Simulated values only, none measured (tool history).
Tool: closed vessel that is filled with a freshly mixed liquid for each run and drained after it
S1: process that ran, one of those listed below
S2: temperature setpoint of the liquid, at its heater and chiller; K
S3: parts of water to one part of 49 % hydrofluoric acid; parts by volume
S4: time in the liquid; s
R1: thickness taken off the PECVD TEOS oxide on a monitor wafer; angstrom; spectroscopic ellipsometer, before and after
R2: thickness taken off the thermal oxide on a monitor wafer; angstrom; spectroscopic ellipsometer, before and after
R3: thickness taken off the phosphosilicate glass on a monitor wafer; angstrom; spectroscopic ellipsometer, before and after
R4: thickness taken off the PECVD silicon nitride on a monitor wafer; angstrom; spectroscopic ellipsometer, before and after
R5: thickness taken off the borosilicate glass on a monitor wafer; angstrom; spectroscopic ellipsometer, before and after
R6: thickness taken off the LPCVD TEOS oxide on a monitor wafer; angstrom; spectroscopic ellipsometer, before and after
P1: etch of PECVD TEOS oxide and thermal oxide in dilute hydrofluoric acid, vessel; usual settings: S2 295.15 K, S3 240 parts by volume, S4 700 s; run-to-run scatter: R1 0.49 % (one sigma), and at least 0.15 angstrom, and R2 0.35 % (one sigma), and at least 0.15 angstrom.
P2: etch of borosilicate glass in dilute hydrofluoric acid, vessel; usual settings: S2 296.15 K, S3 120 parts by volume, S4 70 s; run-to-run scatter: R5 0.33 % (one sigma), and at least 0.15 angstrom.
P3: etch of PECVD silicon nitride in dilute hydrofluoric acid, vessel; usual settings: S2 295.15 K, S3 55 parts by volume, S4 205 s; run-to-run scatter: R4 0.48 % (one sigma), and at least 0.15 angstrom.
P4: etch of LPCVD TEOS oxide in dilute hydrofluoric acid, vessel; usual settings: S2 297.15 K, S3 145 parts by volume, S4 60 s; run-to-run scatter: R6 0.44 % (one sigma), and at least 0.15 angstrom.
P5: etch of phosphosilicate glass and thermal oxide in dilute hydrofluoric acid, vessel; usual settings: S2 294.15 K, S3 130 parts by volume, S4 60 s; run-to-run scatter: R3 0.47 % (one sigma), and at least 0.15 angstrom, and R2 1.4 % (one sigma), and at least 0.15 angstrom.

| run | hour | S1 | S2 | S3 | S4 | R1 | R2 | R3 | R4 | R5 | R6 |
|---|---|---|---|---|---|---|---|---|---|---|---|
| 1 | 13.3 | P1 | 295.15 | 240 | 700 | 323.14 | 112.51 |  |  |  |  |
| 2 | 24.8 | P1 | 295.15 | 240 | 1360 | 624.38 | 220.25 |  |  |  |  |
| 3 | 38.8 | P5 | 294.15 | 130 | 60 |  | 16.884 | 241.87 |  |  |  |
| 4 | 57 | P3 | 295.15 | 55 | 375 |  |  |  | 203.31 |  |  |
| 5 | 72.1 | P2 | 296.15 | 45 | 70 |  |  |  |  | 455.09 |  |
| 6 | 86.8 | P1 | 295.15 | 240 | 700 | 325.89 | 112.41 |  |  |  |  |
| 7 | 102.7 | P4 | 297.15 | 145 | 60 |  |  |  |  |  | 216.42 |
| 8 | 117.8 | P3 | 295.15 | 85 | 205 |  |  |  | 72.982 |  |  |
| 9 | 134.1 | P1 | 295.15 | 75 | 425 | 749.74 | 260.61 |  |  |  |  |
| 10 | 146.6 | P2 | 290.15 | 120 | 70 |  |  |  |  | 122.35 |  |
| 11 | 162.5 | P2 | 296.15 | 120 | 30 |  |  |  |  | 66.464 |  |
| 12 | 174.4 | P1 | 295.15 | 240 | 700 | 323.55 | 112.5 |  |  |  |  |
| 13 | 185.8 | P2 | 296.15 | 120 | 70 |  |  |  |  | 155.4 |  |
| 14 | 204.6 | P5 | 294.15 | 130 | 30 |  | 8.9606 | 119.55 |  |  |  |
| 15 | 213.2 | P1 | 295.15 | 240 | 700 | 323.19 | 113.2 |  |  |  |  |
| 16 | 224.4 | P3 | 295.15 | 55 | 205 |  |  |  | 111.94 |  |  |
| 17 | 238.2 | P1 | 295.15 | 240 | 105 | 48.761 | 17.011 |  |  |  |  |
| 18 | 253.5 | P1 | 295.15 | 75 | 700 | 1240.6 | 430.66 |  |  |  |  |
| 19 | 266.3 | P5 | 300.15 | 130 | 60 |  | 21.638 | 302.87 |  |  |  |
| 20 | 282.7 | P1 | 299.15 | 240 | 700 | 373.36 | 130.64 |  |  |  |  |
| 21 | 301 | P1 | 290.15 | 240 | 700 | 266 | 93.652 |  |  |  |  |
| 22 | 312.4 | P4 | 297.15 | 145 | 30 |  |  |  |  |  | 107.47 |
| 23 | 321.6 | P5 | 294.15 | 190 | 60 |  | 11.575 | 154.57 |  |  |  |
| 24 | 336.2 | P3 | 300.15 | 55 | 205 |  |  |  | 155.8 |  |  |
| 25 | 345.9 | P1 | 295.15 | 240 | 700 | 323.95 | 113.07 |  |  |  |  |
| 26 | 359.5 | P1 | 290.65 | 240 | 415 | 163.18 | 56.339 |  |  |  |  |
| 27 | 372.7 | P4 | 304.65 | 145 | 60 |  |  |  |  |  | 283.89 |
| 28 | 389.7 | P4 | 297.15 | 80 | 60 |  |  |  |  |  | 427.03 |
| 29 | 400.3 | P5 | 294.15 | 130 | 60 |  | 17.088 | 241.11 |  |  |  |
| 30 | 412.9 | P1 | 295.15 | 330 | 700 | 217.87 | 74.896 |  |  |  |  |
| 31 | 427.1 | P1 | 295.15 | 240 | 700 | 325.69 | 113.49 |  |  |  |  |
| 32 | 439.9 | P1 | 295.15 | 240 | 700 | 323.05 | 112.68 |  |  |  |  |
| 33 | 454.3 | P1 | 295.15 | 240 | 700 | 314.19 | 109.46 |  |  |  |  |
| 34 | 463.8 | P1 | 295.15 | 240 | 700 | 315.08 | 108.69 |  |  |  |  |
| 35 | 476.3 | P1 | 295.15 | 240 | 700 | 311.26 | 107.91 |  |  |  |  |
| 36 | 490 | P1 | 295.15 | 240 | 700 | 304.96 | 107.23 |  |  |  |  |
| 37 | 500.2 | P1 | 295.15 | 240 | 700 | 307.73 | 106.33 |  |  |  |  |
| 38 | 518.7 | P1 | 295.15 | 240 | 700 | 306.84 | 106.84 |  |  |  |  |
| 39 | 531.3 | P1 | 295.15 | 240 | 700 | 305.12 | 106.03 |  |  |  |  |
| 40 | 541.7 | P1 | 295.15 | 240 | 700 | 306.38 | 106.77 |  |  |  |  |

What P1 gives has crept away from where it was. These 2 causes fit the log equally well, each at the size given:
A: liquid colder than its thermometer reads (K) = 1.56
B: hydrofluoric acid flow below the setpoint (%) = 4.57
The creep began at about hour 439.9.

4 check runs are offered, one wafer each, their results left as question marks. Which one tells the causes apart?
| check 1 | 552.1 | P2 | 296.15 | 120 | 70 |  |  |  |  | ? |  |
| check 2 | 552.1 | P3 | 295.15 | 55 | 205 |  |  |  | ? |  |  |
| check 3 | 552.1 | P4 | 297.15 | 145 | 60 |  |  |  |  |  | ? |
| check 4 | 552.1 | P5 | 294.15 | 130 | 60 |  | ? | ? |  |  |  |

What each check would give under each cause:
| check | result | if A | if B |
|---|---|---|---|
| check 1 | R5 | 145.98 | 147.22 |
| check 2 | R4 | 99.991 | 106.34 |
| check 3 | R6 | 203.53 | 204.67 |
| check 4 | R2 | 16.532 | 16.683 |
| check 4 | R3 | 226.4 | 228.47 |
How far apart the two closest causes lie, in the result that separates them most: check 1 0.85 %; check 2 6.15 %; check 3 0.56 %; check 4 0.91 %
Only check 2 tells the causes apart: in the others they would give nearly the same result.

Check 2 was then run and gave: R4 106.27 angstrom. Which cause is it?

It is B: hydrofluoric acid flow below the setpoint (%).
